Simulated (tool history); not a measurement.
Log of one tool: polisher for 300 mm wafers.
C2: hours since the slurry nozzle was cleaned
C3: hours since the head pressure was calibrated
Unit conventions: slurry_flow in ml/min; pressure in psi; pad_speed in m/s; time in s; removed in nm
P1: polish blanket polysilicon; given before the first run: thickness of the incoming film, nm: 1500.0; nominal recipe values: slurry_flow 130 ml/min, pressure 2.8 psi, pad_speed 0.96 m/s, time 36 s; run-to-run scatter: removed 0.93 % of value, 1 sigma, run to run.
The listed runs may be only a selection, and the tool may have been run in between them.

Run 1, hour 5.3: slurry_flow 130 ml/min, pressure 2.8 psi, pad_speed 0.96 m/s, time 36 s; wafers polished on this pad 809; C2 314.7; C3 463.3. Result: removed 316.95 nm.
Run 2, hour 10.6: slurry_flow 130 ml/min, pressure 2.8 psi, pad_speed 0.96 m/s, time 36 s; wafers polished on this pad 891; C2 320; C3 468.6. Result: removed 314.66 nm.
Run 3, hour 18: slurry_flow 130 ml/min, pressure 2.8 psi, pad_speed 0.96 m/s, time 16 s; wafers polished on this pad 1006; C2 327.4; C3 476. Result: removed 142.59 nm.
Run 4, hour 22.8: slurry_flow 130 ml/min, pressure 2.8 psi, pad_speed 0.96 m/s, time 36 s; wafers polished on this pad 1080; C2 332.2; C3 480.8. Result: removed 316.72 nm.
At hour 24.8: slurry nozzle cleaned.
Run 5, hour 30.3: slurry_flow 130 ml/min, pressure 2.8 psi, pad_speed 0.48 m/s, time 36 s; wafers polished on this pad 1197; C2 5.5; C3 488.3. Result: removed 157.71 nm.
Run 6, hour 37.8: slurry_flow 80 ml/min, pressure 2.8 psi, pad_speed 0.96 m/s, time 36 s; wafers polished on this pad 1313; C2 13; C3 495.8. Result: removed 278.59 nm.
Run 7, hour 45.8: slurry_flow 130 ml/min, pressure 2.8 psi, pad_speed 0.96 m/s, time 55 s; wafers polished on this pad 1437; C2 21; C3 503.8. Result: removed 479.4 nm.
Run 8, hour 53.2: slurry_flow 130 ml/min, pressure 2.8 psi, pad_speed 0.96 m/s, time 36 s; wafers polished on this pad 1552; C2 28.4; C3 511.2. Result: removed 314.87 nm.
Run 9, hour 57.4: slurry_flow 90 ml/min, pressure 3.6 psi, pad_speed 0.96 m/s, time 36 s; wafers polished on this pad 1617; C2 32.6; C3 515.4. Result: removed 376.81 nm.
Run 10, hour 65.1: slurry_flow 180 ml/min, pressure 3.5 psi, pad_speed 0.96 m/s, time 36 s; wafers polished on this pad 1736; C2 40.3; C3 523.1. Result: removed 415.79 nm.
Run 11, hour 73.1: slurry_flow 130 ml/min, pressure 1.3 psi, pad_speed 0.96 m/s, time 36 s; wafers polished on this pad 1860; C2 48.3; C3 531.1. Result: removed 145.08 nm.
Run 12, hour 80.5: slurry_flow 130 ml/min, pressure 2.8 psi, pad_speed 0.96 m/s, time 36 s; wafers polished on this pad 1975; C2 55.7; C3 538.5. Result: removed 313.05 nm.
At hour 84.5: head pressure recalibrated.
Run 13, hour 85.9: slurry_flow 130 ml/min, pressure 2.8 psi, pad_speed 1.3 m/s, time 36 s; wafers polished on this pad 2059; C2 61.1; C3 1.4. Result: removed 431.29 nm.
Run 14, hour 90.8: slurry_flow 130 ml/min, pressure 2.8 psi, pad_speed 0.96 m/s, time 36 s; wafers polished on this pad 2135; C2 66; C3 6.3. Result: removed 317.18 nm.
Run 15, hour 97.1: slurry_flow 130 ml/min, pressure 4.4 psi, pad_speed 0.96 m/s, time 36 s; wafers polished on this pad 2232; C2 72.3; C3 12.6. Result: removed 492.34 nm.
Run 16, hour 103.9: slurry_flow 130 ml/min, pressure 1.7 psi, pad_speed 0.96 m/s, time 23 s; wafers polished on this pad 2338; C2 79.1; C3 19.4. Result: removed 122.89 nm.
Run 17, hour 111.7: slurry_flow 130 ml/min, pressure 2.8 psi, pad_speed 0.96 m/s, time 36 s; wafers polished on this pad 2459; C2 86.9; C3 27.2. Result: removed 313.42 nm.
Run 18, hour 118.2: slurry_flow 190 ml/min, pressure 2.8 psi, pad_speed 0.96 m/s, time 36 s; wafers polished on this pad 2559; C2 93.4; C3 33.7. Result: removed 333.36 nm.
Run 19, hour 122.2: slurry_flow 130 ml/min, pressure 2.8 psi, pad_speed 0.96 m/s, time 36 s; wafers polished on this pad 2622; C2 97.4; C3 37.7. Result: removed 312.68 nm.
Run 20, hour 126.2: slurry_flow 130 ml/min, pressure 2.8 psi, pad_speed 0.96 m/s, time 36 s; wafers polished on this pad 2684; C2 101.4; C3 41.7. Result: removed 311.55 nm.
Run 21, hour 133.7: slurry_flow 130 ml/min, pressure 2.8 psi, pad_speed 0.96 m/s, time 36 s; wafers polished on this pad 2800; C2 108.9; C3 49.2. Result: removed 298.78 nm.
Run 22, hour 139.2: slurry_flow 130 ml/min, pressure 2.8 psi, pad_speed 0.96 m/s, time 36 s; wafers polished on this pad 2885; C2 114.4; C3 54.7. Result: removed 294.15 nm.
Run 23, hour 147.5: slurry_flow 130 ml/min, pressure 2.8 psi, pad_speed 0.96 m/s, time 36 s; wafers polished on this pad 3014; C2 122.7; C3 63. Result: removed 287.53 nm.
Run 24, hour 153.4: slurry_flow 130 ml/min, pressure 2.8 psi, pad_speed 0.96 m/s, time 36 s; wafers polished on this pad 3105; C2 128.6; C3 68.9. Result: removed 285.06 nm.
Run 25, hour 160.8: slurry_flow 130 ml/min, pressure 2.8 psi, pad_speed 0.96 m/s, time 36 s; wafers polished on this pad 3220; C2 136; C3 76.3. Result: removed 290.27 nm.
At hour 164.3: head pressure recalibrated.
Run 26, hour 168: slurry_flow 130 ml/min, pressure 2.8 psi, pad_speed 0.96 m/s, time 36 s; wafers polished on this pad 3332; C2 143.2; C3 3.8. Result: removed 289.27 nm.
Run 27, hour 174.1: slurry_flow 130 ml/min, pressure 2.8 psi, pad_speed 0.96 m/s, time 36 s; wafers polished on this pad 3426; C2 149.3; C3 9.9. Result: removed 283.09 nm.
Run 28, hour 179.9: slurry_flow 130 ml/min, pressure 2.8 psi, pad_speed 0.96 m/s, time 36 s; wafers polished on this pad 3516; C2 155.1; C3 15.7. Result: removed 283.69 nm.

Compared with where it was, what P1 gives has crept away. Each cause listed below fits the log as well as the rest, at the size given for it:
A: removal rate lost through wear of the pad, % = 9.78
B: slurry flow missing at the pad, % = 34.8
The gradual shift began around hour 122.2.
What rules out each remaining cause:
head's pressure below its setpoint, %: serviced at hour 164.3, which brought nothing back

Below are 4 check runs, each averaged over 5 wafers, with their results shown as question marks. Which of them would give clearly different results depending on which cause is behind the drift?
Run check 1, hour 185.7: slurry_flow 130 ml/min, pressure 4.2 psi, pad_speed 0.96 m/s, time 36 s. Result: removed ?.
Run check 2, hour 185.7: slurry_flow 130 ml/min, pressure 2.1 psi, pad_speed 0.5 m/s, time 36 s. Result: removed ?.
Run check 3, hour 185.7: slurry_flow 190 ml/min, pressure 2.8 psi, pad_speed 0.96 m/s, time 36 s. Result: removed ?.
Run check 4, hour 185.7: slurry_flow 130 ml/min, pressure 3.9 psi, pad_speed 0.58 m/s, time 36 s. Result: removed ?.

Outcome of each check run for each possible cause:
  check   result    if A    if B
check 1  removed  426.71   426.7
check 2  removed  111.12  111.12
check 3  removed  303.07  312.26
check 4  removed  239.39  239.38
How far apart the two closest causes lie, in the result that separates them most: check 1 0 %; check 2 0 %; check 3 2.99 %; check 4 0 %
The other checks would show nearly matching results whichever cause is true, so check 3 is the only one that separates the causes.

Running check 3 produced the following: removed 311.87 nm. Which one of the listed causes fits?

The correct cause is B, namely: slurry flow missing at the pad, %.
